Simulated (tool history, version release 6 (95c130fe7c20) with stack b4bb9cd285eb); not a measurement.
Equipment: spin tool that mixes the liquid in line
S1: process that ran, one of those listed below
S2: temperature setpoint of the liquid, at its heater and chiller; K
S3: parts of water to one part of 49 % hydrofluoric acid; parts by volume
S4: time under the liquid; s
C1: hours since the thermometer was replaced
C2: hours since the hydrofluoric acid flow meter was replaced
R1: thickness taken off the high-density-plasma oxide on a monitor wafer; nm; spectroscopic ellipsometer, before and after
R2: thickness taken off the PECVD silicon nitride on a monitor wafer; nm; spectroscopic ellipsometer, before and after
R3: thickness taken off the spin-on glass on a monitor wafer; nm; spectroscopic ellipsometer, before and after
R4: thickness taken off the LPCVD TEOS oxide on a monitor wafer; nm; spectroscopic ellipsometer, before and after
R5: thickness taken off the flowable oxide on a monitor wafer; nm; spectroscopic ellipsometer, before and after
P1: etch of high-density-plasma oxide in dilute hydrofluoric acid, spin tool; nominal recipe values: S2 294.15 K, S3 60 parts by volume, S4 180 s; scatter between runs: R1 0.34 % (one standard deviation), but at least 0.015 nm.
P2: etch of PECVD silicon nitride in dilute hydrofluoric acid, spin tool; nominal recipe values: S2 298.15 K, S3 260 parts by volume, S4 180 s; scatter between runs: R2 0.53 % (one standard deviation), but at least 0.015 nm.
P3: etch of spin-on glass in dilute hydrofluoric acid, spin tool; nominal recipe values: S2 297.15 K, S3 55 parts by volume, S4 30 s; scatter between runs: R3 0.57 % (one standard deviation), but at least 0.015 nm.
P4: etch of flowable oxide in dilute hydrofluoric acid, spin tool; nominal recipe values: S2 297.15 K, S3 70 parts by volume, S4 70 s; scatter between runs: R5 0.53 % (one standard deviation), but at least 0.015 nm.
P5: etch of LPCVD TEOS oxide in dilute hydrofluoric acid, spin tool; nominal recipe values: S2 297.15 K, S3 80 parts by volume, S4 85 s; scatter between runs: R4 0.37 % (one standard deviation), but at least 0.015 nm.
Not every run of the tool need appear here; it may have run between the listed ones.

run,day,S1,S2,S3,S4,C1,C2,R1,R2,R3,R4,R5
1,0.721,P1,294.15,60,180,1913.3,1233.9,14.549,,,,
2,1.204,P2,298.15,120,180,1924.9,1245.5,,9.2085,,,
3,1.65,P3,297.15,55,30,1935.6,1256.2,,,22.661,,
4,2.225,P5,293.15,80,85,1949.4,1270,,,,37.567,
5,2.825,P4,297.15,105,70,1963.8,1284.4,,,,,20.524
6,3.558,P2,298.15,260,180,1981.4,1302,,4.2462,,,
7,4.096,P4,291.65,70,70,1994.3,1314.9,,,,,25.381
8,4.679,P4,297.15,70,105,2008.3,1328.9,,,,,48.131
9,5.071,P1,294.15,25,330,2017.7,1338.3,67.2,,,,
10,5.75,P2,298.15,260,180,2034,1354.6,,4.2655,,,
11,6.267,P4,297.15,70,70,2046.4,1367,,,,,32.039
12,6.729,P1,294.15,60,65,2057.5,1378.1,5.2538,,,,
# day 7.058: thermometer replaced
13,7.333,P3,297.15,20,30,6.7,1392.6,,,65.538,,
14,7.692,P1,294.15,25,180,15.3,1401.2,36.507,,,,
15,8.292,P1,294.15,60,180,29.7,1415.6,14.665,,,,
16,8.888,P1,294.15,60,290,44,1429.9,23.48,,,,
17,9.55,P5,297.15,80,85,59.9,1445.8,,,,44.21,
18,10.1,P2,290.65,260,180,73.1,1459,,2.6558,,,
19,10.758,P1,294.15,60,180,88.9,1474.8,14.606,,,,
20,11.342,P2,298.15,260,275,102.9,1488.8,,6.4724,,,
21,11.946,P1,294.15,60,180,117.4,1503.3,14.67,,,,
22,12.496,P1,301.15,60,180,130.6,1516.5,19.482,,,,
23,13.112,P1,290.15,60,180,145.4,1531.3,12.297,,,,
24,13.442,P1,294.15,20,285,153.3,1539.2,72.991,,,,
25,14.071,P1,294.15,60,180,168.4,1554.3,14.6,,,,
26,14.638,P5,297.15,80,145,182,1567.9,,,,75.265,
27,15.229,P1,294.15,60,180,196.2,1582.1,14.634,,,,
28,15.933,P3,297.15,55,30,213.1,1599,,,22.377,,
29,16.517,P3,293.15,55,30,227.1,1613,,,19.233,,
30,17.188,P5,297.15,80,85,243.2,1629.1,,,,44.352,
31,17.808,P3,297.15,55,50,258.1,1644,,,37.844,,
32,18.229,P4,297.15,70,70,268.2,1654.1,,,,,32.08
33,18.625,P1,294.15,110,180,277.7,1663.6,7.4752,,,,
34,19.254,P5,297.15,20,85,292.8,1678.7,,,,191.36,
35,19.746,P1,294.15,60,180,304.6,1690.5,14.657,,,,
36,20.471,P1,294.15,60,180,322,1707.9,13.896,,,,
37,20.929,P1,294.15,60,180,333,1718.9,13.655,,,,
38,21.65,P1,294.15,60,180,350.3,1736.2,13.481,,,,
39,22.138,P1,294.15,60,180,362,1747.9,13.478,,,,
40,22.671,P1,294.15,60,180,374.8,1760.7,13.414,,,,
41,23.012,P1,294.15,60,180,383,1768.9,13.371,,,,

P1 no longer gives what it gave before; its output has crept away from where it was. The following 2 causes, each at its listed size, fit the log equally well:
A: hydrofluoric acid flow below the setpoint (%) = 7.7
B: liquid colder than its thermometer reads (K) = 2.05
The creep began at about day 19.746.

Question marks stand in for the results of the 4 check runs listed below, each run on one wafer. Under which run would the listed causes show clearly different results?
check 1,23.354,P4,297.15,70,70,,,,,,,?
check 2,23.354,P3,297.15,55,30,,,,,?,,
check 3,23.354,P5,297.15,80,85,,,,,,?,
check 4,23.354,P2,298.15,260,180,,,,?,,,

What each check would give under each cause:
check,result,if A,if B
check 1,R5,29.32,29.432
check 2,R3,20.779,20.809
check 3,R4,40.386,40.601
check 4,R2,3.9301,3.7495
Distance between the nearest two causes, measured in the result of the check that separates them most: check 1 0.38 %; check 2 0.15 %; check 3 0.53 %; check 4 4.7 %
Only in check 4 would the causes give clearly different results; in the remaining checks their results would be nearly the same.

The results of check 4 are: R2 3.8938 nm. Based on these, which of the listed causes is it?

Of the candidate causes, it is A: hydrofluoric acid flow below the setpoint (%).
